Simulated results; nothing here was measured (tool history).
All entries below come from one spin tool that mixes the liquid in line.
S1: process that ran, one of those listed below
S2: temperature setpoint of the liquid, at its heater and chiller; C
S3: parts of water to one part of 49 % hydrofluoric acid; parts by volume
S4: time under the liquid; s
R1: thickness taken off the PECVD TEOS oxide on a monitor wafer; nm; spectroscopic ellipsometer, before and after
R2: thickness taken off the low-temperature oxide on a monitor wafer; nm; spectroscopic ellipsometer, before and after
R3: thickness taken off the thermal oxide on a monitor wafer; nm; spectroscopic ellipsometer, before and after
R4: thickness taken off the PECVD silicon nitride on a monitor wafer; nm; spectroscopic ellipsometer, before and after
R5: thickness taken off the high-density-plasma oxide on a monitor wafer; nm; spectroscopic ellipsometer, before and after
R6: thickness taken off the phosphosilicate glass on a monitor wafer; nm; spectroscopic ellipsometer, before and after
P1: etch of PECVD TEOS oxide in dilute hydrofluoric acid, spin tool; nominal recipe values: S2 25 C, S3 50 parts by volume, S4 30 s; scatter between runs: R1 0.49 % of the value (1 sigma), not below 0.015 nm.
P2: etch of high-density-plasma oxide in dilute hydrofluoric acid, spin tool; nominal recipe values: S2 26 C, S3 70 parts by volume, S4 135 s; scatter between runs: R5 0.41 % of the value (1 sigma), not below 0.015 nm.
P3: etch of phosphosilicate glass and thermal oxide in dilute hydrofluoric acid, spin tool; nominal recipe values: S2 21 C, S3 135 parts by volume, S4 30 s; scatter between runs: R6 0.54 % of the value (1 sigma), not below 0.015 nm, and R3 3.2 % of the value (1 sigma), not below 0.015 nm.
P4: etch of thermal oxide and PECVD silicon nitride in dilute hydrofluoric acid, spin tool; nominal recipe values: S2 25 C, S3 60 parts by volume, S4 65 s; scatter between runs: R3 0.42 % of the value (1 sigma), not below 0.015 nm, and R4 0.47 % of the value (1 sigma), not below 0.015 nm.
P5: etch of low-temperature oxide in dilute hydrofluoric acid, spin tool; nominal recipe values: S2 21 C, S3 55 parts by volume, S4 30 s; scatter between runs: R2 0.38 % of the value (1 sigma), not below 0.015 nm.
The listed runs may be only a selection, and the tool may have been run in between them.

run	hour	S1	S2	S3	S4	R1	R2	R3	R4	R5	R6
1	10.2	P1	25	50	30	8.4564					
2	20.4	P5	21	55	30		12.569				
3	28.4	P4	25	60	65			5.4533	5.752		
4	34.6	P2	21	70	135					11.186	
5	43.8	P1	25	50	30	8.4418					
6	49.1	P2	26	70	135					13.68	
7	54.3	P5	21	20	30		36.419				
8	60.6	P5	25	55	30		14.921				
9	65.5	P2	26	115	135					7.8135	
10	73.5	P5	21	55	30		12.629				
11	82.3	P1	25	50	30	8.5038					
12	89.3	P4	31.5	60	65			7.0819	8.7957		
13	100.7	P3	21	135	30			0.87051			18.012
14	109	P1	32.5	20	30	29.954					
15	117.1	P1	25	50	50	14.18					
16	125.4	P2	26	70	55					5.5509	
17	135.8	P5	21	55	15		6.3265				
18	143.4	P4	25	35	65			9.6711	9.7721		
19	149.6	P4	25	60	65			5.5024	5.8518		
20	156	P1	25	50	30	8.4226					
21	166.9	P1	25	20	30	22.008					
22	175.3	P1	33	50	30	11.606					
23	183.3	P1	25	50	15	4.24					
24	188.3	P1	25	85	30	4.759					
25	194	P1	25	50	30	8.393					
26	199.5	P4	25	60	115			9.6852	10.281		
27	205.6	P1	17	50	30	6.0096					
28	216.8	P3	21	135	45			1.2701			27.507
29	227.4	P3	21	135	30			0.89535			18.175
30	234	P3	21	50	30			2.5918			54.49
31	240.1	P1	25	75	15	2.6996					
32	250	P3	17	135	30			0.74482			15.401
33	259.6	P1	25	50	30	8.4403					
34	267.3	P1	25	50	30	8.4196					
35	277.7	P1	25	50	30	8.0137					
36	285.6	P1	25	50	30	7.929					
37	291.5	P1	25	50	30	7.9675					
38	297.2	P1	25	50	30	7.8628					
39	304.2	P1	25	50	30	7.8823					
40	312.7	P1	25	50	30	7.7813					

The log shows P1 creeping away from where it was. Any of the 2 causes listed here, at the size stated for it, fits the log just as well as the others:
A: hydrofluoric acid flow below the setpoint (%) = 7.05
B: liquid colder than its thermometer reads (K) = 1.91
The gradual shift began around hour 267.3.

Each of the 4 check runs below uses one wafer; its results are left as question marks. Which run tells the causes apart?
check 1	321.2	P3	21	135	30			?			?
check 2	321.2	P2	26	70	135					?	
check 3	321.2	P5	21	55	30		?				
check 4	321.2	P4	25	60	65			?	?		

Outcome of each check run for each possible cause:
check	result	if A	if B
check 1	R3	0.81202	0.81812
check 1	R6	16.738	16.864
check 2	R5	12.617	12.662
check 3	R2	11.686	11.655
check 4	R3	5.0524	5.0585
check 4	R4	5.3999	5.1048
Minimum pairwise separation of causes per check, each pair taken at its best-separating result: check 1 0.75 %; check 2 0.36 %; check 3 0.26 %; check 4 5.62 %
The causes can be told apart only by check 4. The other checks would give nearly the same results under each of them.

Check 4 was then run and gave: R3 5.0627 nm; R4 5.3791 nm. Which cause is it?

The correct cause is A, namely: hydrofluoric acid flow below the setpoint (%).
